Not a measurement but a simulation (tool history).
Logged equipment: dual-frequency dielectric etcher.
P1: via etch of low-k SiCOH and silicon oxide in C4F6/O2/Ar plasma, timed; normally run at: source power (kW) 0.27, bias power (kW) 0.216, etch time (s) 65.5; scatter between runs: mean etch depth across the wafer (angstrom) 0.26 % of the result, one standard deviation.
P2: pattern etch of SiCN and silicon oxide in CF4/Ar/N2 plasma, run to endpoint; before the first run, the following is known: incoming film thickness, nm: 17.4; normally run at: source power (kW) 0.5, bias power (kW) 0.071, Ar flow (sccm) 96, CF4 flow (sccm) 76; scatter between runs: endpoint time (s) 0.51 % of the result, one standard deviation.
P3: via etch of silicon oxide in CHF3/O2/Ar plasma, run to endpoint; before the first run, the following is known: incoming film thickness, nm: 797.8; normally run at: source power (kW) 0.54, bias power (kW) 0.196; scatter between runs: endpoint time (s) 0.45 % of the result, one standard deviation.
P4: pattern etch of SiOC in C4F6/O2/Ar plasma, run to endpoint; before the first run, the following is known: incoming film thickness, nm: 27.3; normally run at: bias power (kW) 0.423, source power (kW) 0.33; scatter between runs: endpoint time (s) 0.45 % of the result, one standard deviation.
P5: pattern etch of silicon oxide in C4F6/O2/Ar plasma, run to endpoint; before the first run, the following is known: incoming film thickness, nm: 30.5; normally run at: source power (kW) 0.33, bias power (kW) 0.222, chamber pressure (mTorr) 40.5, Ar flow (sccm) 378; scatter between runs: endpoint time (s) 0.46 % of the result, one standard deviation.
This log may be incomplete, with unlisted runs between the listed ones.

run   hour  process that ran  source power (kW)  bias power (kW)  etch time (s)  chamber pressure (mTorr)  Ar flow (sccm)  CF4 flow (sccm)  hours since the last wet clean  hours since the last source power generator calibration  hours since the last bias power generator calibration  mean etch depth across the wafer (angstrom)  endpoint time (s)
  1   16.4                P1               0.27            0.216           65.5                                                                                       84.2                                                   1342.3                                                 1518.3                                       1523.7
  2   25.6                P1               0.27            0.216           65.5                                                                                       93.4                                                   1351.5                                                 1527.5                                       1523.4
  3   44.2                P1               0.27            0.216           65.5                                                                                        112                                                   1370.1                                                 1546.1                                       1525.7
  4   52.5                P3               0.34            0.196                                                                                                     120.3                                                   1378.4                                                 1554.4                                                          495.62
      59.1  -- source power generator calibrated
  5   68.1                P5               0.33            0.222                                     54.5             378                                            135.9                                                      9.1                                                   1570                                                          10.864
  6   78.3                P1               0.27            0.216           65.5                                                                                      146.1                                                     19.3                                                 1580.2                                       1526.2
  7   88.9                P2                0.5            0.071                                                       96               76                           156.7                                                     29.9                                                 1590.8                                                          18.294
  8  101.9                P1               0.27            0.216             80                                                                                      169.7                                                     42.9                                                 1603.8                                       1867.9
  9  115.8                P4               0.33             0.27                                                                                                     183.6                                                     56.8                                                 1617.7                                                          12.301
 10  130.2                P5               0.33            0.146                                     40.5             378                                              198                                                     71.2                                                 1632.1                                                          12.118
 11  142.5                P4               0.33            0.423                                                                                                     210.3                                                     83.5                                                 1644.4                                                          10.424
 12  155.9                P1               0.27            0.178           80.5                                                                                      223.7                                                     96.9                                                 1657.8                                         1765
 13  172.9                P1               0.27            0.216             45                                                                                      240.7                                                    113.9                                                 1674.8                                       1051.6
 14  181.2                P5               0.33            0.222                                     40.5             378                                              249                                                    122.2                                                 1683.1                                                          10.541
 15  194.9                P1               0.27            0.278           65.5                                                                                      262.7                                                    135.9                                                 1696.8                                         1664
 16  211.9                P2                0.5            0.091                                                       96               76                           279.7                                                    152.9                                                 1713.8                                                          16.965
 17    227                P5               0.33            0.222                                     40.5             248                                            294.8                                                      168                                                 1728.9                                                          10.053
 18  241.6                P1               0.19            0.216           65.5                                                                                      309.4                                                    182.6                                                 1743.5                                       1331.1
 19    251                P3               0.54            0.196                                                                                                     318.8                                                      192                                                 1752.9                                                          413.93
 20  264.8                P5               0.33            0.222                                     40.5             378                                            332.6                                                    205.8                                                 1766.7                                                          10.539
 21    283                P3               0.54            0.261                                                                                                     350.8                                                      224                                                 1784.9                                                          370.28
 22  294.8                P4               0.24            0.423                                                                                                     362.6                                                    235.8                                                 1796.7                                                          11.689
 23  309.9                P1               0.27            0.166           65.5                                                                                      377.7                                                    250.9                                                 1811.8                                       1403.6
 24  320.8                P1               0.27            0.216           65.5                                                                                      388.6                                                    261.8                                                 1822.7                                       1533.8
 25  335.6                P2                0.5            0.071                                                       60               76                           403.4                                                    276.6                                                 1837.5                                                          17.244
 26  349.2                P5               0.46            0.222                                     40.5             378                                              417                                                    290.2                                                 1851.1                                                          9.2771
 27  364.9                P2               0.31            0.071                                                       96               76                           432.7                                                    305.9                                                 1866.8                                                          27.578
 28  381.5                P1               0.33            0.216           65.5                                                                                      449.3                                                    322.5                                                 1883.4                                       1655.7
 29  391.2                P2                0.5            0.071                                                       96               76                             459                                                    332.2                                                 1893.1                                                          18.329
 30    400                P2                0.5            0.071                                                       96               53                           467.8                                                      341                                                 1901.9                                                          19.462
 31  410.9                P1               0.27            0.216           65.5                                                                                      478.7                                                    351.9                                                 1912.8                                       1527.7
 32    419                P1               0.27            0.216           65.5                                                                                      486.8                                                      360                                                 1920.9                                       1530.2
 33    436                P1               0.27            0.216           65.5                                                                                      503.8                                                      377                                                 1937.9                                         1543
 34  445.4                P1               0.27            0.216           65.5                                                                                      513.2                                                    386.4                                                 1947.3                                       1549.5
 35  459.2                P1               0.27            0.216           65.5                                                                                        527                                                    400.2                                                 1961.1                                       1551.1
     466.6  -- wet clean of the chamber
 36  476.8                P1               0.27            0.216           65.5                                                                                       10.2                                                    417.8                                                 1978.7                                         1551
 37  485.7                P1               0.27            0.216           65.5                                                                                       19.1                                                    426.7                                                 1987.6                                       1548.2
 38  499.7                P1               0.27            0.216           65.5                                                                                       33.1                                                    440.7                                                 2001.6                                       1555.8

P1 no longer gives what it gave before; its output has crept away from where it was. The following 2 causes, each at its listed size, fit the log equally well:
A: bias power that arrives over what is set, % = 4.61
B: source power that arrives over what is set, % = 4.07
Creep in the process output first set in at about hour 410.9.
What rules out each remaining cause:
chamber walls in a state that raises the etch rate, %: was serviced at hour 466.6, once the creep was under way, yet the earlier output never came back

The list below offers 4 check runs, each averaging the results of 3 wafers, and shows each result as a question mark. For which of them would the listed causes give clearly different results?
check 1  513.7                P3               0.54            0.196                                                                                                                                                                                                                                                                                         ?
check 2  513.7                P4               0.33            0.423                                                                                                                                                                                                                                                                                         ?
check 3  513.7                P2                0.5            0.071                                                       96               76                                                                                                                                                                                                               ?
check 4  513.7                P5               0.33            0.222                                     40.5             378                                                                                                                                                                                                                                ?

Check results expected under each cause:
  check             result    if A    if B
check 1  endpoint time (s)   406.3  406.47
check 2  endpoint time (s)   10.27  10.289
check 3  endpoint time (s)  18.035  17.669
check 4  endpoint time (s)  10.428  10.426
How far apart the two closest causes lie, in the result that separates them most: check 1 0.04 %; check 2 0.18 %; check 3 2.05 %; check 4 0.02 %
Check 3 is the one run that separates the causes; every other check would come out nearly the same whichever cause is at work.

With check 3 done, the readings were: endpoint time (s) 17.706. Identify which of the listed causes applies.

The cause is B: source power that arrives over what is set, %.
